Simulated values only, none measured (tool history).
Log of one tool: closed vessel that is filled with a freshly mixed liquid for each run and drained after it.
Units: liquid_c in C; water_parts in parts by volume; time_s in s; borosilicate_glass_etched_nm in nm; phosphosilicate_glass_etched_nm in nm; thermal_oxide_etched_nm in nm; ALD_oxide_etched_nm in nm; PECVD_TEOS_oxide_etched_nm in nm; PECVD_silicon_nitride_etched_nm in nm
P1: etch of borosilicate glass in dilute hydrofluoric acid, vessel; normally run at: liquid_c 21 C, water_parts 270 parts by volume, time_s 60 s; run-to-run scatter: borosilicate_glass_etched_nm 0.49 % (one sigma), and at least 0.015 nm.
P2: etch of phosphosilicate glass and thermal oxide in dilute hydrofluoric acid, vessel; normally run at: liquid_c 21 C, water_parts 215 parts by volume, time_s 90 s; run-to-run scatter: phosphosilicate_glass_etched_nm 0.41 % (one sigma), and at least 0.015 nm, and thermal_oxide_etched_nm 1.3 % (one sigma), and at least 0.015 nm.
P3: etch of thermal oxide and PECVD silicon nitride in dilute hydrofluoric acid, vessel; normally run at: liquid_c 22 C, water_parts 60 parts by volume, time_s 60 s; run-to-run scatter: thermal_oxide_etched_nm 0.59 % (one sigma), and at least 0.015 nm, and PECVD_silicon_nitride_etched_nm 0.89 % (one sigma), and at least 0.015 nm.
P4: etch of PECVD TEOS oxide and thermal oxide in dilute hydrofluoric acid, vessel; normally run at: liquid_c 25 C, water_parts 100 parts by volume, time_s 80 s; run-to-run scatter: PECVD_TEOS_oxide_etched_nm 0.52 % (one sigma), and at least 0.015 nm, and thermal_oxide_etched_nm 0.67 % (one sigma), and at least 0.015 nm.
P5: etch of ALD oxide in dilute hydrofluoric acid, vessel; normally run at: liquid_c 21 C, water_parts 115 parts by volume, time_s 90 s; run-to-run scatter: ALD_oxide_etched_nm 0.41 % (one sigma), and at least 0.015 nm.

run,hour,process,liquid_c,water_parts,time_s,hours since the thermometer was replaced,hours since the hydrofluoric acid flow meter was replaced,borosilicate_glass_etched_nm,phosphosilicate_glass_etched_nm,thermal_oxide_etched_nm,ALD_oxide_etched_nm,PECVD_TEOS_oxide_etched_nm,PECVD_silicon_nitride_etched_nm
1,11.8,P1,21,270,60,289.3,256.5,6.8329,,,,,
2,24.3,P1,21,270,60,301.8,269,6.9115,,,,,
3,40.3,P1,29,425,60,317.8,285,4.9586,,,,,
4,53.8,P2,25,215,90,331.3,298.5,,28.496,1.8291,,,
5,65.8,P1,17,100,60,343.3,310.5,18.685,,,,,
6,82.1,P1,21,460,60,359.6,326.8,3.4142,,,,,
7,90.2,P5,26.5,115,90,367.7,334.9,,,,14.4,,
8,98.6,P1,17,270,60,376.1,343.3,5.8681,,,,,
9,109.4,P4,25,100,80,386.9,354.1,,,3.9168,,17.291,
10,123.2,P3,22,60,60,400.7,367.9,,,4.4253,,,3.1041
11,137.2,P1,21,270,60,414.7,381.9,6.8761,,,,,
12,150.8,P3,18.5,60,60,428.3,395.5,,,3.8474,,,2.3713
13,159.1,P5,21,115,45,436.6,403.8,,,,5.7802,,
14,175.8,P4,31,100,80,453.3,420.5,,,4.9227,,21.725,
15,187.8,P1,25.5,270,60,465.3,432.5,8.1045,,,,,
16,204.6,P1,21,270,60,482.1,449.3,6.8307,,,,,
17,217.4,P1,21,270,30,494.9,462.1,3.4029,,,,,
18,227,P1,21,270,60,504.5,471.7,6.8717,,,,,
19,244,P2,21,40,90,521.5,488.7,,161.51,10.481,,,
20,260.9,P3,22,35,60,538.4,505.6,,,7.9236,,,5.1516
21,270.2,P2,21,215,90,547.7,514.9,,24.669,1.6085,,,

Forecast run 22:
22,280.9,P1,21,270,105,558.4,525.6,?,,,,,

borosilicate_glass_etched_nm: 11.993 nm

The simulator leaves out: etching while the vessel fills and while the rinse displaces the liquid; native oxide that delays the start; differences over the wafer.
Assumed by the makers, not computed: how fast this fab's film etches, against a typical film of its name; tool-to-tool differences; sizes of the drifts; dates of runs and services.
